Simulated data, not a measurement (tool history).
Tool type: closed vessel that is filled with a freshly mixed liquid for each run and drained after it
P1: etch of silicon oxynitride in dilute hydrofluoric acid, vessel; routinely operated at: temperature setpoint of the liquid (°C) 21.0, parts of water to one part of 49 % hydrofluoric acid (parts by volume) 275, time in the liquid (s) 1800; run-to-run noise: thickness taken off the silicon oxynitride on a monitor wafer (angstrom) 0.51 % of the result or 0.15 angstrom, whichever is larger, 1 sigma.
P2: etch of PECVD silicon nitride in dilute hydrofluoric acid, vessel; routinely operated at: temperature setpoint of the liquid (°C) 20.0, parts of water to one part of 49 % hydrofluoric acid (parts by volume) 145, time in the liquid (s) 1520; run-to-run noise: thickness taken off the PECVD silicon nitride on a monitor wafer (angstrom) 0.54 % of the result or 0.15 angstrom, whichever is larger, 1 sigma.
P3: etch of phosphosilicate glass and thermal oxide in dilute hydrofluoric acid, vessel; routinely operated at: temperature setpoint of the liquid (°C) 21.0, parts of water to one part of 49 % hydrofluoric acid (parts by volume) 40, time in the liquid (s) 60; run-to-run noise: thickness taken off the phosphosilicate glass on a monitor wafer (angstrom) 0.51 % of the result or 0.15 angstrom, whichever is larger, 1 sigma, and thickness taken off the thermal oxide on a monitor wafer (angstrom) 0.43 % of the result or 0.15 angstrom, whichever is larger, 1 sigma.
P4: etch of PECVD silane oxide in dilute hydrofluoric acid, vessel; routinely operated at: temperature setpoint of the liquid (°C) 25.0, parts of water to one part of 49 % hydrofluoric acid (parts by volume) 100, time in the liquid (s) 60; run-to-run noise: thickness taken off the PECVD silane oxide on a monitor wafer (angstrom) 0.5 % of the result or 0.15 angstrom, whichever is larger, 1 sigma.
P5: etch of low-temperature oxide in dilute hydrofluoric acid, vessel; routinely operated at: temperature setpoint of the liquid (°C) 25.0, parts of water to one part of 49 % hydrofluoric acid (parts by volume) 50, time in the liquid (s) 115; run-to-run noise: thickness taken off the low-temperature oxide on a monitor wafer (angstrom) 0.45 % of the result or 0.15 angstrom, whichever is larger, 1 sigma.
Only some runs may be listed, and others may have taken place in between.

| run | hour | process that ran | temperature setpoint of the liquid (°C) | parts of water to one part of 49 % hydrofluoric acid (parts by volume) | time in the liquid (s) | thickness taken off the silicon oxynitride on a monitor wafer (angstrom) | thickness taken off the low-temperature oxide on a monitor wafer (angstrom) | thickness taken off the phosphosilicate glass on a monitor wafer (angstrom) | thickness taken off the thermal oxide on a monitor wafer (angstrom) | thickness taken off the PECVD silicon nitride on a monitor wafer (angstrom) | thickness taken off the PECVD silane oxide on a monitor wafer (angstrom) |
|---|---|---|---|---|---|---|---|---|---|---|---|
| 1 | 12.1 | P1 | 21.0 | 275 | 1800 | 73.248 |  |  |  |  |  |
| 2 | 19.9 | P5 | 25.0 | 80 | 115 |  | 160.99 |  |  |  |  |
| 3 | 34.3 | P1 | 21.0 | 45 | 1800 | 520.530 |  |  |  |  |  |
| 4 | 46.3 | P5 | 25.0 | 50 | 115 |  | 267.32 |  |  |  |  |
| 5 | 62.9 | P5 | 25.0 | 50 | 210 |  | 487.16 |  |  |  |  |
| 6 | 78.8 | P1 | 21.0 | 275 | 1800 | 73.015 |  |  |  |  |  |
| 7 | 87.0 | P3 | 21.0 | 40 | 60 |  |  | 1313.9 | 65.791 |  |  |
| 8 | 97.1 | P1 | 21.0 | 275 | 1800 | 72.084 |  |  |  |  |  |
| 9 | 105.3 | P2 | 20.0 | 145 | 1520 |  |  |  |  | 133.330 |  |
|  | 119.5 | thermometer replaced |
| 10 | 120.4 | P4 | 25.0 | 100 | 30 |  |  |  |  |  | 47.594 |
| 11 | 136.8 | P1 | 21.0 | 275 | 250 | 10.087 |  |  |  |  |  |
| 12 | 152.2 | P2 | 23.5 | 145 | 1520 |  |  |  |  | 170.380 |  |
| 13 | 162.8 | P5 | 17.0 | 50 | 115 |  | 191.12 |  |  |  |  |
| 14 | 175.0 | P2 | 20.0 | 75 | 1520 |  |  |  |  | 254.720 |  |
| 15 | 192.2 | P1 | 21.0 | 275 | 1800 | 72.799 |  |  |  |  |  |
| 16 | 205.2 | P1 | 17.0 | 275 | 1800 | 61.115 |  |  |  |  |  |
| 17 | 219.1 | P1 | 26.0 | 275 | 1800 | 91.304 |  |  |  |  |  |
| 18 | 231.4 | P2 | 20.0 | 145 | 410 |  |  |  |  | 36.252 |  |
| 19 | 247.9 | P4 | 30.0 | 100 | 60 |  |  |  |  |  | 113.270 |
| 20 | 261.5 | P1 | 21.0 | 275 | 3580 | 144.750 |  |  |  |  |  |
| 21 | 274.0 | P4 | 25.0 | 100 | 60 |  |  |  |  |  | 94.628 |
| 22 | 288.4 | P4 | 25.0 | 100 | 60 |  |  |  |  |  | 94.110 |
| 23 | 297.9 | P5 | 25.0 | 50 | 115 |  | 269.48 |  |  |  |  |
| 24 | 306.9 | P4 | 25.0 | 165 | 60 |  |  |  |  |  | 52.756 |
| 25 | 322.6 | P3 | 21.0 | 20 | 60 |  |  | 2696.9 | 134.690 |  |  |
| 26 | 338.8 | P1 | 21.0 | 395 | 1800 | 47.347 |  |  |  |  |  |
| 27 | 352.8 | P1 | 17.0 | 475 | 1800 | 32.056 |  |  |  |  |  |
| 28 | 363.8 | P1 | 21.0 | 275 | 1800 | 73.462 |  |  |  |  |  |
| 29 | 374.5 | P3 | 25.5 | 40 | 60 |  |  | 1573.1 | 78.783 |  |  |
| 30 | 382.3 | P1 | 21.0 | 275 | 1800 | 72.137 |  |  |  |  |  |
| 31 | 389.9 | P1 | 27.5 | 275 | 2910 | 155.720 |  |  |  |  |  |
| 32 | 400.5 | P3 | 21.0 | 40 | 115 |  |  | 2535.8 | 125.830 |  |  |
| 33 | 416.8 | P1 | 21.0 | 275 | 1800 | 73.400 |  |  |  |  |  |
| 34 | 426.5 | P1 | 21.0 | 275 | 1800 | 73.966 |  |  |  |  |  |
| 35 | 440.2 | P1 | 21.0 | 275 | 1800 | 75.238 |  |  |  |  |  |
| 36 | 454.0 | P1 | 21.0 | 275 | 1800 | 76.501 |  |  |  |  |  |
| 37 | 470.0 | P1 | 21.0 | 275 | 1800 | 76.729 |  |  |  |  |  |
| 38 | 482.3 | P1 | 21.0 | 275 | 1800 | 76.961 |  |  |  |  |  |
| 39 | 491.1 | P1 | 21.0 | 275 | 1800 | 76.926 |  |  |  |  |  |
| 40 | 503.6 | P1 | 21.0 | 275 | 1800 | 77.362 |  |  |  |  |  |
| 41 | 517.2 | P1 | 21.0 | 275 | 1800 | 77.923 |  |  |  |  |  |
| 42 | 530.2 | P1 | 21.0 | 275 | 1800 | 76.952 |  |  |  |  |  |

Compared with where it was, what P1 gives has crept away. Each cause listed below fits the log as well as the rest, at the size given for it:
A: hydrofluoric acid flow above the setpoint (%) = 5.59
B: liquid hotter than its thermometer reads (K) = 1.45
The drift started at roughly hour 416.8.

Each of the 4 check runs below uses one wafer; its results are left as question marks. Which run tells the causes apart?
| check 1 | 543.2 | P3 | 21.0 | 40 | 60 |  |  | ? | ? |  |  |
| check 2 | 543.2 | P4 | 25.0 | 100 | 60 |  |  |  |  |  | ? |
| check 3 | 543.2 | P2 | 20.0 | 145 | 1520 |  |  |  |  | ? |  |
| check 4 | 543.2 | P5 | 25.0 | 50 | 115 |  | ? |  |  |  |  |

Outcome of each check run for each possible cause:
| check | result | if A | if B |
|---|---|---|---|
| check 1 | thickness taken off the phosphosilicate glass on a monitor wafer (angstrom) | 1387.2 | 1392.9 |
| check 1 | thickness taken off the thermal oxide on a monitor wafer (angstrom) | 69.376 | 69.662 |
| check 2 | thickness taken off the PECVD silane oxide on a monitor wafer (angstrom) | 99.983 | 99.536 |
| check 3 | thickness taken off the PECVD silicon nitride on a monitor wafer (angstrom) | 141.730 | 148.020 |
| check 4 | thickness taken off the low-temperature oxide on a monitor wafer (angstrom) | 284.61 | 284.84 |
Gap, in per cent, between the two causes that each check separates least, read from the result that separates them most: check 1 0.41 %; check 2 0.45 %; check 3 4.34 %; check 4 0.08 %
The other checks would show nearly matching results whichever cause is true, so check 3 is the only one that separates the causes.

Then check 3 was run and gave: thickness taken off the PECVD silicon nitride on a monitor wafer (angstrom) 141.940. Which cause is it?

It is A: hydrofluoric acid flow above the setpoint (%).
